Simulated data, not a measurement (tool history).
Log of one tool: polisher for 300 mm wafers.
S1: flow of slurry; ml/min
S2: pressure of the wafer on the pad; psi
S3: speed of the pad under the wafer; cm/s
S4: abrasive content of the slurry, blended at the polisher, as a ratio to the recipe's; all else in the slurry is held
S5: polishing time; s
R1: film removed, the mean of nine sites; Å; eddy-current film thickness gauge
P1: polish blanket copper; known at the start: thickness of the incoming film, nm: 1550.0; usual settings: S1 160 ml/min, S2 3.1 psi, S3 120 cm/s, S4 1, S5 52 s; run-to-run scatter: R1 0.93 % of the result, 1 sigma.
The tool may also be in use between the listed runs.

run  hour   S1   S2   S3   S4  S5      R1
  1   3.8  160  3.1  120    1  52  2123.2
  2   8.1  160  3.1  120    1  52    2116
  3  10.1  160  3.1  120    1  52  2073.7
  4  13.1  160  3.1  120    1  52  2079.6
  5  15.1  160  3.1  120  0.6  52  1881.1
     16.6  -- slurry blender recalibrated
  6  18.8  160  3.1  120  1.5  52  2300.6
  7  22.2  160  3.1   54    1  52  946.09
  8  24.6   95  3.1  120    1  52    1886
  9  28.9  250  3.1  120    1  52  2193.5
 10  31.4  160  3.9   76    1  52    1680
 11  35.4  160  3.1  120    1  52  2082.3
 12  39.3  160  3.1  120    1  77    3078
 13  42.6  160  2.3  120    1  52  1541.1
 14  46.7  160  4.8  120    1  52    3232
 15    50  160  3.1  120    1  52  2077.8
 16  52.4  160  3.1  180    1  52    3150
 17  56.6  235  3.1  180    1  52  3306.5
 18  59.2  220  3.1  186    1  52  3401.1
 19  61.9  160  3.1  120    1  36  1434.7
 20  64.3  160  3.1  120    1  52  2091.1
 21    68  160  3.1  120    1  52  2088.9
 22    71  160  3.1  120    1  52  2015.6
 23    75  160  3.1  120    1  52  2027.2
 24  78.6  160  3.1  120    1  52  1988.7
 25  81.6  160  3.1  120    1  52  1956.6
 26  85.6  160  3.1  120    1  52  1924.3
     87.4  -- head pressure recalibrated
     89.6  -- slurry blender recalibrated
 27    90  160  3.1  120    1  52  1975.3
 28  93.1  160  3.1  120    1  52  1931.8
 29  95.1  160  3.1  120    1  52  1914.5
 30  98.5  160  3.1  120    1  52  1947.5

What P1 gives has crept away from where it was. These 2 causes fit the log equally well, each at the size given:
A: removal rate lost through wear of the pad, % = 7.37
B: slurry flow missing at the pad, % = 32.5
The creep began at about hour 68.
Why every other cause is out:
head's pressure below its setpoint, %: serviced at hour 87.4, which brought nothing back
abrasive missing from the slurry, %: serviced at hour 89.6, which brought nothing back

4 check runs are offered, each on 3 wafers whose results are averaged, their results left as question marks. Which one tells the causes apart?
check 1  101.9  160  4.5   66    1  52   ?
check 2  101.9  160  4.8  120    1  52   ?
check 3  101.9  160  3.1  120  0.7  65   ?
check 4  101.9   95  3.1  120    1  69   ?

What each check would give under each cause:
  check  result    if A    if B
check 1      R1    1542  1542.2
check 2      R1  2990.6  2990.9
check 3      R1  2240.3  2240.5
check 4      R1  2300.8  2200.8
How far apart the two closest causes lie, in the result that separates them most: check 1 0.01 %; check 2 0.01 %; check 3 0.01 %; check 4 4.44 %
Only check 4 tells the causes apart: in the others they would give nearly the same result.

Check 4 was then run and gave: R1 2308.2 Å. Which cause is it?

It is A: removal rate lost through wear of the pad, %.
